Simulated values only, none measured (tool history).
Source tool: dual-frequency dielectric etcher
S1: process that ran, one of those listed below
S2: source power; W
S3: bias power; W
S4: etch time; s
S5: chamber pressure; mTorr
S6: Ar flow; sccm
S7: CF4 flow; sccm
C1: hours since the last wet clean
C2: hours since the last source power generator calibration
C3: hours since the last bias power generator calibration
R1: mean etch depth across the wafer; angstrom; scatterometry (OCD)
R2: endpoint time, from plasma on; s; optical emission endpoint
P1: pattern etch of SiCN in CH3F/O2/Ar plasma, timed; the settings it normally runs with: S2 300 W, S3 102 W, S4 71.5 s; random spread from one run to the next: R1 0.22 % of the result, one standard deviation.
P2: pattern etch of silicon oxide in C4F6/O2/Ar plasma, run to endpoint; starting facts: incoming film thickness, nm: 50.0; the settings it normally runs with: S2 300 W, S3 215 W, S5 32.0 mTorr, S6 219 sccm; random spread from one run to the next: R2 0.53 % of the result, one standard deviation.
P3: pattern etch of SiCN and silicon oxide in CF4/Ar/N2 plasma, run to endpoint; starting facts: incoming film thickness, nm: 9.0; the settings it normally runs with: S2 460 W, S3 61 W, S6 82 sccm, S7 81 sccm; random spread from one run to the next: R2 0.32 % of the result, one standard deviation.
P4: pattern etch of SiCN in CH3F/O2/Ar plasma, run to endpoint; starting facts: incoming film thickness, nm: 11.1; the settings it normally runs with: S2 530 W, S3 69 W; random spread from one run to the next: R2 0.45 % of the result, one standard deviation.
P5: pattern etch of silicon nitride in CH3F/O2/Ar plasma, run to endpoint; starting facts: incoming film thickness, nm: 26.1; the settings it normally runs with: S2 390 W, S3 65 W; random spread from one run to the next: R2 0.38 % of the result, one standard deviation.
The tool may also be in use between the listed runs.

run	day	S1	S2	S3	S4	S5	S6	S7	C1	C2	C3	R1	R2
1	0.217	P1	300	102	71.5				283.9	1092.8	774.8	266.58	
2	0.688	P2	300	215		32.0	309		295.2	1104.1	786.1		16.9680
3	1.179	P3	460	83			82	81	307.0	1115.9	797.9		9.3888
4	1.625	P5	260	65					317.7	1126.6	808.6		46.2440
5	2.067	P2	300	215		32.0	219		328.3	1137.2	819.2		16.2640
6	2.429	P1	300	102	71.5				337.0	1145.9	827.9	267.32	
7	2.729	P3	460	61			61	81	344.2	1153.1	835.1		9.9828
8	3.079	P1	230	102	48.0				352.6	1161.5	843.5	162.70	
9	3.358	P3	460	61			82	108	359.3	1168.2	850.2		9.9630
10	3.592	P1	390	102	71.5				364.9	1173.8	855.8	293.87	
11	3.867	P2	300	268		32.0	219		371.5	1180.4	862.4		15.1320
12	4.212	P4	740	69					379.8	1188.7	870.7		24.2520
13	4.517	P5	390	43					387.1	1196.0	878.0		45.4190
14	4.912	P4	530	95					396.6	1205.5	887.5		24.4930
15	5.388	P2	420	215		32.0	219		408.0	1216.9	898.9		14.1680
16	5.746	P1	300	76	71.5				416.6	1225.5	907.5	238.39	
17	6.058	P4	530	69					424.1	1233.0	915.0		27.5320
18	6.283	P1	300	121	71.5				429.5	1238.4	920.4	284.55	
19	6.617	P5	390	65					437.5	1246.4	928.4		39.5480
20	6.925	P1	300	102	42.0				444.9	1253.8	935.8	157.37	
21	7.192	P1	300	102	71.5				451.3	1260.2	942.2	266.36	
22	7.596	P1	300	102	71.5				461.0	1269.9	951.9	267.01	
23	8.008	P2	300	215		41.5	219		470.9	1279.8	961.8		16.9550
24	8.308	P1	300	102	71.5				478.1	1287.0	969.0	267.41	
25	8.708	P3	320	61			82	81	487.7	1296.6	978.6		14.4100
26	9.088	P1	300	102	107.0				496.8	1305.7	987.7	398.35	
27	9.346	P1	210	102	71.5				503.0	1311.9	993.9	234.55	
28	9.558	P3	460	61			82	81	508.1	1317.0	999.0		10.3980
29	9.838	P1	300	102	71.5				514.8	1323.7	1005.7	267.19	
30	10.062	P1	190	102	92.0				520.2	1329.1	1011.1	290.74	
31	10.517	P1	300	102	71.5				531.1	1340.0	1022.0	266.88	
32	10.900	P1	300	102	71.5				540.3	1349.2	1031.2	264.69	
33	11.275	P1	300	102	71.5				549.3	1358.2	1040.2	263.91	
# day 11.383: wet clean of the chamber
34	11.692	P1	300	102	71.5				7.5	1368.2	1050.2	263.44	
35	12.083	P1	300	102	71.5				16.9	1377.6	1059.6	262.40	
36	12.379	P1	300	102	71.5				24.0	1384.7	1066.7	262.89	
37	12.592	P1	300	102	71.5				29.1	1389.8	1071.8	262.87	

Compared with where it was, what P1 gives has crept away. Each cause listed below fits the log as well as the rest, at the size given for it:
A: source power that arrives under what is set, % = 4.4
B: bias power that arrives under what is set, % = 4.2
At approximately day 10.517, the process output began to creep.
All other causes, with the reason each is excluded:
chamber walls in a state that lowers the etch rate, %: serviced at day 11.383, which brought nothing back

Consider the 4 single-wafer check runs listed below, results given as question marks: which one distinguishes between the causes by giving clearly different results for each?
check 1	12.804	P3	460	81			82	96					?
check 2	12.804	P2	410	215		32.0	300						?
check 3	12.804	P4	660	95									?
check 4	12.804	P5	310	53									?

If the cause were each of the candidates in turn, the checks would give the following:
check	result	if A	if B
check 1	R2	9.6672	9.4176
check 2	R2	15.2660	15.2140
check 3	R2	23.0020	22.9700
check 4	R2	47.0630	46.9020
Smallest distance between any two causes, each pair judged by its most separating result, in per cent: check 1 2.62 %; check 2 0.34 %; check 3 0.14 %; check 4 0.34 %
Only in check 1 would the causes give clearly different results; in the remaining checks their results would be nearly the same.

Running check 1 produced the following: R2 9.4306 s. Which one of the listed causes fits?

Of the candidate causes, it is B: bias power that arrives under what is set, %.

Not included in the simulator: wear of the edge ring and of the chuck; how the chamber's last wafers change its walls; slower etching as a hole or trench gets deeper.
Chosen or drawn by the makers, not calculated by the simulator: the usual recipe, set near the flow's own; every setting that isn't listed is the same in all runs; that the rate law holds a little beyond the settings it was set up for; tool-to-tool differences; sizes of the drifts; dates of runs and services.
